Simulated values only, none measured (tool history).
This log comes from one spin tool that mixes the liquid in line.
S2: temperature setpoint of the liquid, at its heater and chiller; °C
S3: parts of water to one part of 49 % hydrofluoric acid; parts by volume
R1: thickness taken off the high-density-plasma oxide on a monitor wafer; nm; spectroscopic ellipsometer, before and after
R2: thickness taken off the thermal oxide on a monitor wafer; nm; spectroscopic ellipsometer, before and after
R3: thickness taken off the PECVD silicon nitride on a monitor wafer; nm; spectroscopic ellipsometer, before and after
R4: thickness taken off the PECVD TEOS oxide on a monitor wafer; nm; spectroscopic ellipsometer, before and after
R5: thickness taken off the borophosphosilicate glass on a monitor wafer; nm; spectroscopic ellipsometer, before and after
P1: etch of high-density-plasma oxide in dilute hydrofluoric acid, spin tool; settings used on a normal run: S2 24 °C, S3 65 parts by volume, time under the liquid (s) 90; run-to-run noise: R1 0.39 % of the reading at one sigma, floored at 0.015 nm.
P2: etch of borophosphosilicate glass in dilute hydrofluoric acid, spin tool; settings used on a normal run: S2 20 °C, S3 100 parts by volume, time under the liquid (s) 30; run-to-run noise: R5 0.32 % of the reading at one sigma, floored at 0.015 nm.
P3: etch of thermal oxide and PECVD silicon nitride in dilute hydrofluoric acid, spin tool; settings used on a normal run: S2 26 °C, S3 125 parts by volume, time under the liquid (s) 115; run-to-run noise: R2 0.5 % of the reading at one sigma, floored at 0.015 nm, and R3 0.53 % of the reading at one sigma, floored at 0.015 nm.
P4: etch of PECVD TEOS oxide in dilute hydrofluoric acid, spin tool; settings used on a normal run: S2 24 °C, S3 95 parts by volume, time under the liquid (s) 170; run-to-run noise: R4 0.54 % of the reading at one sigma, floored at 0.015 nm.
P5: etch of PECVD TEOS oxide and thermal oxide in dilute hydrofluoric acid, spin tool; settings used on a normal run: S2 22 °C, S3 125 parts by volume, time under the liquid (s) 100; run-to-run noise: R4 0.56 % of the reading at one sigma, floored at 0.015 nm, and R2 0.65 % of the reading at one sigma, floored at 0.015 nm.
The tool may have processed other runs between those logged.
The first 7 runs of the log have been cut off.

run 8 hour=73.5 | process_that_ran=P1 S2=24 S3=65 time_under_the_liquid_(s)=160 | R1=14.561
run 9 hour=88.3 | process_that_ran=P5 S2=22 S3=125 time_under_the_liquid_(s)=100 | R2=3.3063 R4=6.1159
run 10 hour=97.3 | process_that_ran=P3 S2=26 S3=225 time_under_the_liquid_(s)=115 | R2=2.2293 R3=2.6059
run 11 hour=105.3 | process_that_ran=P1 S2=19.5 S3=65 time_under_the_liquid_(s)=90 | R1=6.8007
run 12 hour=113.7 | process_that_ran=P5 S2=22 S3=125 time_under_the_liquid_(s)=100 | R2=3.3458 R4=6.2326
run 13 hour=121.8 | process_that_ran=P1 S2=24 S3=65 time_under_the_liquid_(s)=90 | R1=8.1847
run 14 hour=136 | process_that_ran=P5 S2=22 S3=195 time_under_the_liquid_(s)=100 | R2=1.9994 R4=3.6914
run 15 hour=148.3 | process_that_ran=P3 S2=26 S3=125 time_under_the_liquid_(s)=30 | R2=1.1939 R3=1.2123
run 16 hour=159.8 | process_that_ran=P2 S2=20 S3=100 time_under_the_liquid_(s)=30 | R5=18.928
run 17 hour=169.7 | process_that_ran=P2 S2=24 S3=100 time_under_the_liquid_(s)=30 | R5=22.361
run 18 hour=178.8 | process_that_ran=P1 S2=24 S3=65 time_under_the_liquid_(s)=90 | R1=8.1905
run 19 hour=191.5 | process_that_ran=P4 S2=24 S3=95 time_under_the_liquid_(s)=170 | R4=15.393
run 20 hour=206.6 | process_that_ran=P4 S2=24 S3=95 time_under_the_liquid_(s)=275 | R4=24.878
run 21 hour=217.1 | process_that_ran=P2 S2=20 S3=50 time_under_the_liquid_(s)=30 | R5=40.499
run 22 hour=226.5 | process_that_ran=P2 S2=20 S3=100 time_under_the_liquid_(s)=55 | R5=35.207
run 23 hour=237.8 | process_that_ran=P1 S2=24 S3=35 time_under_the_liquid_(s)=90 | R1=15.735
run 24 hour=250.7 | process_that_ran=P1 S2=24 S3=65 time_under_the_liquid_(s)=90 | R1=8.1907
run 25 hour=263.7 | process_that_ran=P5 S2=22 S3=125 time_under_the_liquid_(s)=200 | R2=6.7259 R4=12.334
run 26 hour=275 | process_that_ran=P1 S2=24 S3=100 time_under_the_liquid_(s)=90 | R1=5.1024
run 27 hour=284.6 | process_that_ran=P4 S2=19 S3=95 time_under_the_liquid_(s)=170 | R4=12.528

Estimate the outcome of run 28 from the log above:
run 28 hour=293.7 | process_that_ran=P1 S2=24 S3=90 time_under_the_liquid_(s)=30 | R1=?

{"run 28": {"R1": 1.897}}
